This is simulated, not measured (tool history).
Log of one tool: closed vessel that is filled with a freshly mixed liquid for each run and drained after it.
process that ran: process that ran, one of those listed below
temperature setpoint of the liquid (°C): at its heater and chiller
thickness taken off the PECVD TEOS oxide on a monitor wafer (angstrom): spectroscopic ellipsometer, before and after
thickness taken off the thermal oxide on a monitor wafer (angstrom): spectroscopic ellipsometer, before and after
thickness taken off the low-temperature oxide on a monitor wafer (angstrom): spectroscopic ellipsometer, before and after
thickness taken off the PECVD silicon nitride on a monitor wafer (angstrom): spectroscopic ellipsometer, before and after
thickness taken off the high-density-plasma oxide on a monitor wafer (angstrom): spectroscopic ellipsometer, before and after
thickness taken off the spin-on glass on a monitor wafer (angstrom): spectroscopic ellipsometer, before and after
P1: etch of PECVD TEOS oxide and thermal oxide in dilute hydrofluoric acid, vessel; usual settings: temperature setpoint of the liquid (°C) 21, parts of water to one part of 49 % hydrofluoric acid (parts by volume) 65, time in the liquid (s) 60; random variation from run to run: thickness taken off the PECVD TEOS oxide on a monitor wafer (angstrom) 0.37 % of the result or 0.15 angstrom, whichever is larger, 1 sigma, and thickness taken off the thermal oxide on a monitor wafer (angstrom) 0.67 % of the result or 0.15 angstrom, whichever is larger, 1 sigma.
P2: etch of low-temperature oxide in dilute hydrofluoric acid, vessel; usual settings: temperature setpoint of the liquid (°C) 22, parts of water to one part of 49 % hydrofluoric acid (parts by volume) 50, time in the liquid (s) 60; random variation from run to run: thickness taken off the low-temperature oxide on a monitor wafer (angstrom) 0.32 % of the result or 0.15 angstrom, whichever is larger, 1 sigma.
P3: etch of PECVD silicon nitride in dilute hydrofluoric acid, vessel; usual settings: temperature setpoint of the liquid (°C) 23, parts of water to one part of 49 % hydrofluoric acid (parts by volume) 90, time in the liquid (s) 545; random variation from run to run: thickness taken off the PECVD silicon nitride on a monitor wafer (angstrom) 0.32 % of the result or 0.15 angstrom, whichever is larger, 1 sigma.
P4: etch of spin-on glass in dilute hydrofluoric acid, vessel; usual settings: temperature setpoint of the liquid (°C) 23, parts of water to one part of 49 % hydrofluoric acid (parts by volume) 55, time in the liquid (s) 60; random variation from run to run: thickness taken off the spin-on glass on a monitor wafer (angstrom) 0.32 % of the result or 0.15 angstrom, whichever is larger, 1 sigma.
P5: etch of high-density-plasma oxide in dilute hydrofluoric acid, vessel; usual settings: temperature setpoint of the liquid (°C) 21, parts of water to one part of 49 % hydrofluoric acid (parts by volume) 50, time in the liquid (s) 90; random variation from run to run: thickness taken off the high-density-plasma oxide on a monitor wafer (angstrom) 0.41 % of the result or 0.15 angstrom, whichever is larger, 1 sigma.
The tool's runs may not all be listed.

| run | day | process that ran | temperature setpoint of the liquid (°C) | parts of water to one part of 49 % hydrofluoric acid (parts by volume) | time in the liquid (s) | thickness taken off the PECVD TEOS oxide on a monitor wafer (angstrom) | thickness taken off the thermal oxide on a monitor wafer (angstrom) | thickness taken off the low-temperature oxide on a monitor wafer (angstrom) | thickness taken off the PECVD silicon nitride on a monitor wafer (angstrom) | thickness taken off the high-density-plasma oxide on a monitor wafer (angstrom) | thickness taken off the spin-on glass on a monitor wafer (angstrom) |
|---|---|---|---|---|---|---|---|---|---|---|---|
| 1 | 0.404 | P1 | 21 | 65 | 60 | 220.320 | 41.016 |  |  |  |  |
| 2 | 0.825 | P2 | 22 | 75 | 60 |  |  | 276.15 |  |  |  |
| 3 | 1.179 | P1 | 21 | 65 | 60 | 219.730 | 40.885 |  |  |  |  |
| 4 | 1.675 | P3 | 23 | 90 | 920 |  |  |  | 455.95 |  |  |
| 5 | 2.088 | P2 | 22 | 50 | 105 |  |  | 749.59 |  |  |  |
| 6 | 2.358 | P5 | 21 | 50 | 90 |  |  |  |  | 85.015 |  |
| 7 | 2.621 | P3 | 23 | 90 | 545 |  |  |  | 269.12 |  |  |
| 8 | 3.050 | P5 | 27 | 50 | 90 |  |  |  |  | 108.450 |  |
| 9 | 3.383 | P1 | 21 | 65 | 60 | 219.690 | 40.570 |  |  |  |  |
| 10 | 3.950 | P5 | 21 | 50 | 35 |  |  |  |  | 32.957 |  |
| 11 | 4.421 | P3 | 23 | 135 | 545 |  |  |  | 181.30 |  |  |
| 12 | 4.767 | P4 | 23 | 55 | 90 |  |  |  |  |  | 730.82 |
| 13 | 5.158 | P2 | 30 | 50 | 60 |  |  | 591.48 |  |  |  |
| 14 | 5.608 | P4 | 19 | 55 | 60 |  |  |  |  |  | 410.63 |
| 15 | 6.142 | P4 | 23 | 55 | 60 |  |  |  |  |  | 485.06 |
| 16 | 6.633 | P1 | 17 | 65 | 30 | 92.984 | 17.157 |  |  |  |  |
| 17 | 7.188 | P1 | 17 | 65 | 60 | 184.510 | 34.369 |  |  |  |  |
| 18 | 7.633 | P1 | 21 | 65 | 60 | 220.090 | 40.491 |  |  |  |  |
| 19 | 7.983 | P1 | 21 | 65 | 30 | 110.010 | 19.989 |  |  |  |  |
| 20 | 8.254 | P1 | 21 | 100 | 60 | 137.710 | 25.405 |  |  |  |  |
|  | 8.504 | hydrofluoric acid flow meter replaced |
| 21 | 8.708 | P1 | 21 | 65 | 60 | 219.170 | 40.225 |  |  |  |  |
| 22 | 8.979 | P1 | 29 | 65 | 60 | 303.350 | 55.769 |  |  |  |  |
| 23 | 9.233 | P4 | 23 | 55 | 60 |  |  |  |  |  | 484.57 |
| 24 | 9.779 | P1 | 21 | 65 | 60 | 219.070 | 40.782 |  |  |  |  |
| 25 | 10.246 | P1 | 21 | 40 | 60 | 370.370 | 67.692 |  |  |  |  |
| 26 | 10.667 | P5 | 21 | 25 | 90 |  |  |  |  | 175.440 |  |
| 27 | 10.971 | P4 | 23 | 95 | 60 |  |  |  |  |  | 268.00 |
| 28 | 11.321 | P1 | 21 | 65 | 95 | 350.440 | 63.795 |  |  |  |  |
| 29 | 11.671 | P3 | 31 | 90 | 545 |  |  |  | 447.57 |  |  |
| 30 | 12.042 | P5 | 21 | 50 | 90 |  |  |  |  | 84.605 |  |
| 31 | 12.500 | P2 | 22 | 50 | 60 |  |  | 425.04 |  |  |  |
| 32 | 12.921 | P1 | 21 | 65 | 60 | 221.540 | 40.238 |  |  |  |  |
| 33 | 13.208 | P1 | 21 | 65 | 60 | 216.930 | 40.112 |  |  |  |  |
| 34 | 13.746 | P1 | 21 | 65 | 60 | 210.090 | 39.027 |  |  |  |  |
| 35 | 14.158 | P1 | 21 | 65 | 60 | 208.510 | 37.983 |  |  |  |  |
| 36 | 14.554 | P1 | 21 | 65 | 60 | 205.760 | 38.131 |  |  |  |  |
| 37 | 14.900 | P1 | 21 | 65 | 60 | 206.140 | 37.738 |  |  |  |  |
| 38 | 15.454 | P1 | 21 | 65 | 60 | 203.090 | 37.500 |  |  |  |  |
| 39 | 15.842 | P1 | 21 | 65 | 60 | 203.890 | 37.698 |  |  |  |  |

The next listed run, before its measurement:
| 40 | 16.192 | P1 | 21 | 65 | 60 | ? | ? |  |  |  |  |

Run 40 gave thickness taken off the PECVD TEOS oxide on a monitor wafer (angstrom) 204.700, thickness taken off the thermal oxide on a monitor wafer (angstrom) 37.825.

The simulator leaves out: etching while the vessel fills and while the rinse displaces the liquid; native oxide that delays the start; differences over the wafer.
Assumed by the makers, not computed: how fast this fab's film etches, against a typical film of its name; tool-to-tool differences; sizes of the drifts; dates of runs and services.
